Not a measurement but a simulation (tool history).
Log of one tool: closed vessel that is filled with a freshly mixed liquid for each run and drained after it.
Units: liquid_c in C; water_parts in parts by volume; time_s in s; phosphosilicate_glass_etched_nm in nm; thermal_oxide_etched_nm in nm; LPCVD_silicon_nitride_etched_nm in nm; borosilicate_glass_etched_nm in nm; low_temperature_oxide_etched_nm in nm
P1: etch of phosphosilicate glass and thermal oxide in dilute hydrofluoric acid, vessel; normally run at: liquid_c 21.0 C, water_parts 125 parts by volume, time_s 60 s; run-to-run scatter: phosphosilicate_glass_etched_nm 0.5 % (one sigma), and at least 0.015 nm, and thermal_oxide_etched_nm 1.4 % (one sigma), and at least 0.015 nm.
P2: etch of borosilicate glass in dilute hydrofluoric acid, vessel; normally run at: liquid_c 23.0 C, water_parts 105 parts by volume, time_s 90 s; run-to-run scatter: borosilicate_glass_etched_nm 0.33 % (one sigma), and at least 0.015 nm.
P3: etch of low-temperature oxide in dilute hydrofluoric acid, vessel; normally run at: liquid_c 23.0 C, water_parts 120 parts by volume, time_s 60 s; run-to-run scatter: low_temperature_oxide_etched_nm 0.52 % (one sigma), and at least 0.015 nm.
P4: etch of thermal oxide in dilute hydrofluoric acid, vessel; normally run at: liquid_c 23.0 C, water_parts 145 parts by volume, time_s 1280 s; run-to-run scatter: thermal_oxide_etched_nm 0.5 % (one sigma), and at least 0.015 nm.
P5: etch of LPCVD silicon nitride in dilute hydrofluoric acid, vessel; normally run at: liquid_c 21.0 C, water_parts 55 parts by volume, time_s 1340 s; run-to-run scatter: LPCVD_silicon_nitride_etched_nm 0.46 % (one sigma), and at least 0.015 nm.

run   hour  process  liquid_c  water_parts  time_s  phosphosilicate_glass_etched_nm  thermal_oxide_etched_nm  LPCVD_silicon_nitride_etched_nm  borosilicate_glass_etched_nm  low_temperature_oxide_etched_nm
  1    3.3       P1      21.0          125      60                           54.861                  1.92780
  2    8.7       P4      23.0           65    1280                                                  93.72100
  3   12.3       P5      17.0           55    1340                                                                                     7.9575
  4   15.8       P2      23.0          105     160                                                                                                                  32.7210
  5   20.2       P1      21.0          125      90                           81.654                  2.89420
  6   22.9       P3      17.0          120      60                                                                                                                                                    4.5344
  7   27.4       P1      21.0          125      60                           54.707                  1.83690
  8   30.3       P1      21.0          125      60                           54.608                  1.86600
  9   34.4       P4      31.5          145    1280                                                  52.07900
 10   37.4       P1      21.0          125      60                           54.468                  1.92840
 11   41.6       P4      23.0          145    1280                                                  37.99800
 12   45.6       P4      23.0          145    1945                                                  57.64100
 13   49.1       P1      25.5          125      30                           32.563                  1.13770
 14   52.5       P5      21.0           55    1340                                                                                    10.5500
 15   57.9       P1      28.5          125      30                           36.410                  1.21720
 16   63.0       P3      23.0          120     100                                                                                                                                                    9.5724
 17   68.3       P1      29.0          125      60                           73.845                  2.55180
 18   73.8       P1      21.0          220      60                           27.854                  0.94718
 19   77.6       P1      21.0          125      60                           54.295                  1.86980
 20   80.2       P2      23.0          180      90                                                                                                                   9.8404
 21   83.3       P1      17.0          125      60                           46.429                  1.54880
 22   87.5       P1      21.0           40      60                          189.360                  6.48170
 23   92.7       P3      23.0          120      60                                                                                                                                                    5.6840
 24   95.4       P1      27.0          175      60                           46.094                  1.56840
 25  100.5       P2      23.0          105      90                                                                                                                  18.3550
 26  103.2       P2      17.0          105      90                                                                                                                  14.4510
 27  108.4       P5      21.0           20    1340                                                                                    28.1610
 28  112.0       P4      23.0          145    1280                                                  38.12000

Forecast run 29:
 29  114.9       P1      21.0          125      30                                ?                        ?

{"run 29": {"phosphosilicate_glass_etched_nm": 27.281, "thermal_oxide_etched_nm": 0.92925}}
